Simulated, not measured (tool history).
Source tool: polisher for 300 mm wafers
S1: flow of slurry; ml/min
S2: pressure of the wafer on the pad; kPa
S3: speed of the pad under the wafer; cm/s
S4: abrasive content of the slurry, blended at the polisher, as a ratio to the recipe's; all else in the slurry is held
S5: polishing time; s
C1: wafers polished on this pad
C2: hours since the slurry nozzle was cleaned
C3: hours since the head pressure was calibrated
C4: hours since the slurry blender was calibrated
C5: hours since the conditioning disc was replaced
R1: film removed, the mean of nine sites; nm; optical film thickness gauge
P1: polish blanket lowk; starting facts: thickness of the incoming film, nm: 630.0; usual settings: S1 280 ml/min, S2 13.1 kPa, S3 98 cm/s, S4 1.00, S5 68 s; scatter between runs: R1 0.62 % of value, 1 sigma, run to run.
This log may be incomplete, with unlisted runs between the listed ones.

run,hour,S1,S2,S3,S4,S5,C1,C2,C3,C4,C5,R1
1,7.7,280,13.1,98,1.00,68,751,48.1,235.9,121.0,278.8,33.411
2,11.4,280,13.1,98,1.00,68,786,51.8,239.6,124.7,282.5,33.291
3,16.5,280,19.3,98,1.00,68,835,56.9,244.7,129.8,287.6,48.433
4,23.4,280,13.1,98,1.00,102,902,63.8,251.6,136.7,294.5,50.088
# hour 26.4: head pressure recalibrated
5,30.6,280,13.1,134,1.00,68,971,71.0,4.2,143.9,301.7,42.807
6,36.2,280,13.1,98,1.30,68,1025,76.6,9.8,149.5,307.3,36.976
7,43.0,280,13.1,98,1.00,68,1090,83.4,16.6,156.3,314.1,32.981
8,51.1,280,13.1,98,1.00,68,1168,91.5,24.7,164.4,322.2,33.124
9,58.7,280,13.1,98,1.00,68,1241,99.1,32.3,172.0,329.8,33.573
# hour 62.3: slurry nozzle cleaned
10,63.3,280,13.1,98,1.00,68,1285,1.1,36.9,176.6,334.4,33.184
11,67.3,280,13.1,98,1.00,68,1323,5.1,40.9,180.6,338.4,33.757
12,74.1,280,6.2,98,1.00,68,1389,11.9,47.7,187.4,345.2,15.780
13,78.1,280,13.1,98,0.50,68,1427,15.9,51.7,191.4,349.2,22.948
14,83.1,280,13.1,44,1.00,68,1475,20.9,56.7,196.4,354.2,17.426
15,87.2,170,13.1,98,1.00,68,1515,25.0,60.8,200.5,358.3,31.374
16,93.9,280,6.9,98,1.25,68,1579,31.7,67.5,207.2,365.0,19.304
# hour 99.5: conditioning disc replaced and pad reconditioned
17,100.2,405,13.1,98,1.00,68,1639,38.0,73.8,213.5,0.8,34.655
18,106.5,280,13.1,98,1.00,31,1700,44.3,80.1,219.8,7.1,15.377
19,114.4,280,13.1,98,1.00,68,1776,52.2,88.0,227.7,15.0,33.519

What will run 20 give?
20,120.8,280,13.1,98,1.00,68,1837,58.6,94.4,234.1,21.4,?

Run 20 produced R1 32.424 nm.
